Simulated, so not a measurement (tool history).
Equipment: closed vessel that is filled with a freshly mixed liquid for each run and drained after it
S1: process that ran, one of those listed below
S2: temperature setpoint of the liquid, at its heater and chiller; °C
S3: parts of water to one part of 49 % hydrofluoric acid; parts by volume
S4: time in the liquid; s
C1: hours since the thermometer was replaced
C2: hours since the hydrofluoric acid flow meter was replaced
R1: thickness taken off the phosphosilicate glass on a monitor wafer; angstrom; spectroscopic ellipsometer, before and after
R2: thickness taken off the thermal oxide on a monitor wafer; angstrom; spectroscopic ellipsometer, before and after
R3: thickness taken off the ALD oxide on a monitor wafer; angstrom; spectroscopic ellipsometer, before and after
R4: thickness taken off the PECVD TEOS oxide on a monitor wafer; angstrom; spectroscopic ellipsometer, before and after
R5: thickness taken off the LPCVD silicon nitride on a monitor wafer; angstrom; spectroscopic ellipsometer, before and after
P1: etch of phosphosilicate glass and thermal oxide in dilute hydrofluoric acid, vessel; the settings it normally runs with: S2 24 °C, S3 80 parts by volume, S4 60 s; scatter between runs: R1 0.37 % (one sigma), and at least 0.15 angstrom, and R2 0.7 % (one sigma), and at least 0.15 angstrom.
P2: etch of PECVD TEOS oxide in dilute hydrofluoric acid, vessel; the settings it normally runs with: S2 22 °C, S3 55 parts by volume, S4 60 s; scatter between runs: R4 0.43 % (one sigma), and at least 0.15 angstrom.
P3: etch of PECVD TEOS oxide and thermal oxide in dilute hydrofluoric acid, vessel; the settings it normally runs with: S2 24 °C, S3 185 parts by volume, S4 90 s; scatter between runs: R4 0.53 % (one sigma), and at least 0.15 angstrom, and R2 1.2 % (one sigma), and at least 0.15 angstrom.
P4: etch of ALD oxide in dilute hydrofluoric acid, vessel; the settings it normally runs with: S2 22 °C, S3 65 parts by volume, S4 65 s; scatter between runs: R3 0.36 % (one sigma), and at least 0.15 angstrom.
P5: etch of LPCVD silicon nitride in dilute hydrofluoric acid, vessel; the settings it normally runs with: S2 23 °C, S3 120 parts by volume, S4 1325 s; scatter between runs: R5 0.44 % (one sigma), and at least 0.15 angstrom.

run   hour  S1  S2   S3    S4     C1     C2      R1      R2      R3      R4      R5
  1   10.9  P1  24   80    60  372.1   74.9    1259  34.822
  2     23  P4  22   65    30  384.2     87                  120.03
  3   35.6  P1  17   80    60  396.8   99.6  947.43  25.947
  4   41.8  P3  24  185    30    403  105.8          6.6367           15.07
  5   51.8  P1  24   80    60    413  115.8  1255.5  34.447
  6   60.8  P5  17  120  1325    422  124.8                                  37.817
  7   70.1  P2  22   55    60  431.3  134.1                          116.61
  8   79.3  P3  24  185    90  440.5  143.3          20.069          45.783
  9   90.5  P1  24  145    60  451.7  154.5     640  17.916
 10  102.7  P1  24   20    60  463.9  166.7  5473.2  150.57
 11  115.7  P4  22   65    65  476.9  179.7                  259.16
 12  129.4  P2  22   55    30  490.6  193.4                           58.03
 13  142.9  P4  22   90    65  504.1  206.9                  180.86
 14  150.6  P3  24  300    90  511.8  214.6          10.524          25.017
 15  157.6  P2  28   55    60  518.8  221.6                          147.71
 16    170  P2  22   20    60  531.2    234                          336.29
 17  176.9  P5  23  120  1325  538.1  240.9                                  56.291
 18  188.3  P4  18   65    65  549.5  252.3                  218.95
 19  200.6  P5  23  190  1325  561.8  264.6                                  35.885
 20  208.4  P1  24   80    35  569.6  272.4  730.77   20.07
     211.1  -- thermometer replaced
 21  220.5  P1  29   80    60    9.5  284.5  1533.3  42.253
 22  233.9  P1  24   80    85   22.9  297.9  1784.9   48.55
 23  242.5  P1  24   80    60   31.5  306.5  1259.3  34.909
 24  256.3  P1  24   80    60   45.3  320.3  1261.4  34.591
 25  267.2  P1  17  120    60   56.2  331.2  603.13  16.582
 26    275  P5  23  120  1325     64    339                                   56.69
 27  281.4  P2  22   55    60   70.4  345.4                          115.56
 28    289  P5  23  120   345     78    353                                   14.82
 29  302.1  P3  17  185    90   91.1  366.1          15.431          34.822
 30  309.2  P1  24   80    60   98.2  373.2  1257.3  34.921
 31    321  P1  24   80    60    110    385  1229.4  33.508
 32  330.9  P1  24   80    60  119.9  394.9  1209.1  33.401
 33  340.5  P1  24   80    60  129.5  404.5  1197.9  33.065
 34  347.2  P1  24   80    60  136.2  411.2  1194.2  32.797
 35  356.7  P1  24   80    60  145.7  420.7    1179  32.651
 36  368.7  P1  24   80    60  157.7  432.7  1172.3  31.968
 37  381.9  P1  24   80    60  170.9  445.9  1180.1  32.213
 38  394.1  P1  24   80    60  183.1  458.1  1167.8  31.901
 39  402.4  P1  24   80    60  191.4  466.4  1171.5  32.503
 40  413.3  P1  24   80    60  202.3  477.3  1169.8  31.742
 41  426.1  P1  24   80    60  215.1  490.1  1171.8  32.044

The log shows P1 creeping away from where it was. Any of the 2 causes listed here, at the size stated for it, fits the log just as well as the others:
A: liquid colder than its thermometer reads (K) = 1.88
B: hydrofluoric acid flow below the setpoint (%) = 6.65
The onset of the drift is placed at about hour 309.2.

Question marks stand in for the results of the 4 check runs listed below, each run on one wafer. Under which run would the listed causes show clearly different results?
check 1  438.9  P2  25.5   55    60                       ?
check 2  438.9  P5  17.5  120  1325                           ?
check 3  438.9  P4    22   65    35                   ?
check 4  438.9  P3    17  185    90               ?       ?

What every check run would give for each of its results, assuming each possible cause in turn:
  check  result    if A    if B
check 1      R4  124.05  124.36
check 2      R5  34.112  36.371
check 3      R3  129.22  129.72
check 4      R2  14.258  14.192
check 4      R4  32.289  32.139
How far apart the two closest causes lie, in the result that separates them most: check 1 0.25 %; check 2 6.41 %; check 3 0.38 %; check 4 0.47 %
Only check 2 tells the causes apart: in the others they would give nearly the same result.

After running check 2, the following was obtained: R5 36.419 angstrom. Which cause does this point to?

The correct cause is B, namely: hydrofluoric acid flow below the setpoint (%).
